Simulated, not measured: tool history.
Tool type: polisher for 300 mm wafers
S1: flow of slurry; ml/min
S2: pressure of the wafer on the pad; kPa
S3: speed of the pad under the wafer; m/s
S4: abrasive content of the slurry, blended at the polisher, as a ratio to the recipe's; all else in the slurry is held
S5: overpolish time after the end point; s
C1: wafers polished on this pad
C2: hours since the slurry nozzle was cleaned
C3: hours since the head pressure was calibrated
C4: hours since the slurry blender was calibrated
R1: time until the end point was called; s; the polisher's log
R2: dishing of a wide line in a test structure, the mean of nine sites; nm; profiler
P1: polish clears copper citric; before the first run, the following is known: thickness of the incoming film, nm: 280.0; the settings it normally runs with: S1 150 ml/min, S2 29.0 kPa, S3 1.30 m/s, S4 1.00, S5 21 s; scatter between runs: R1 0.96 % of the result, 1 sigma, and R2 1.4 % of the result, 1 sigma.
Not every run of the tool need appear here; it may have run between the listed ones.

run,hour,S1,S2,S3,S4,S5,C1,C2,C3,C4,R1,R2
1,7.7,150,29.0,1.30,1.00,21,321,316.1,184.9,57.1,66.832,54.611
2,14.3,150,29.0,1.30,1.00,21,401,322.7,191.5,63.7,67.884,53.608
3,20.1,150,29.0,0.78,1.00,21,472,328.5,197.3,69.5,112.200,35.840
4,28.1,90,29.0,1.30,1.00,21,569,336.5,205.3,77.5,76.587,50.288
5,33.7,150,29.0,1.30,1.00,21,637,342.1,210.9,83.1,67.775,54.808
6,41.4,230,13.8,1.30,1.00,21,730,349.8,218.6,90.8,129.950,30.138
7,49.8,150,15.2,1.30,1.00,21,832,358.2,227.0,99.2,128.480,30.528
# hour 51.2: slurry nozzle cleaned
8,55.2,150,29.0,1.84,1.00,21,898,4.1,232.4,104.6,48.257,69.383
9,60.1,150,29.0,1.30,1.50,21,958,9.0,237.3,109.5,61.990,58.671
10,67.5,150,44.1,1.30,1.00,21,1047,16.4,244.7,116.9,44.327,75.703
11,71.5,150,29.0,1.30,1.00,21,1096,20.4,248.7,120.9,68.436,52.953
12,79.2,150,29.0,1.30,1.00,21,1189,28.1,256.4,128.6,66.998,53.896
13,84.6,150,29.0,1.30,1.00,21,1255,33.5,261.8,134.0,68.164,53.363
14,92.5,225,29.0,1.30,1.00,21,1351,41.4,269.7,141.9,63.818,58.142
15,97.5,150,29.0,1.30,0.55,21,1412,46.4,274.7,146.9,78.550,49.784
16,104.3,220,29.0,1.68,1.00,21,1494,53.2,281.5,153.7,49.284,67.500
17,112.0,150,29.0,1.30,1.00,6,1588,60.9,289.2,161.4,68.394,18.382
18,116.6,150,29.0,1.30,1.00,38,1644,65.5,293.8,166.0,67.043,84.785
19,124.3,150,29.0,1.30,1.00,21,1737,73.2,301.5,173.7,67.002,54.909
20,130.5,150,29.0,1.30,1.00,21,1813,79.4,307.7,179.9,72.170,51.632
21,135.2,150,29.0,1.30,1.00,21,1870,84.1,312.4,184.6,73.538,51.355
22,139.9,150,29.0,1.30,1.00,21,1927,88.8,317.1,189.3,75.184,51.105

Run 23 has not been measured yet. What should we expect?
23,145.9,150,29.0,1.30,1.00,21,2000,94.8,323.1,195.3,?,?

Logged for run 23: R1 74.768 s, R2 51.293 nm.
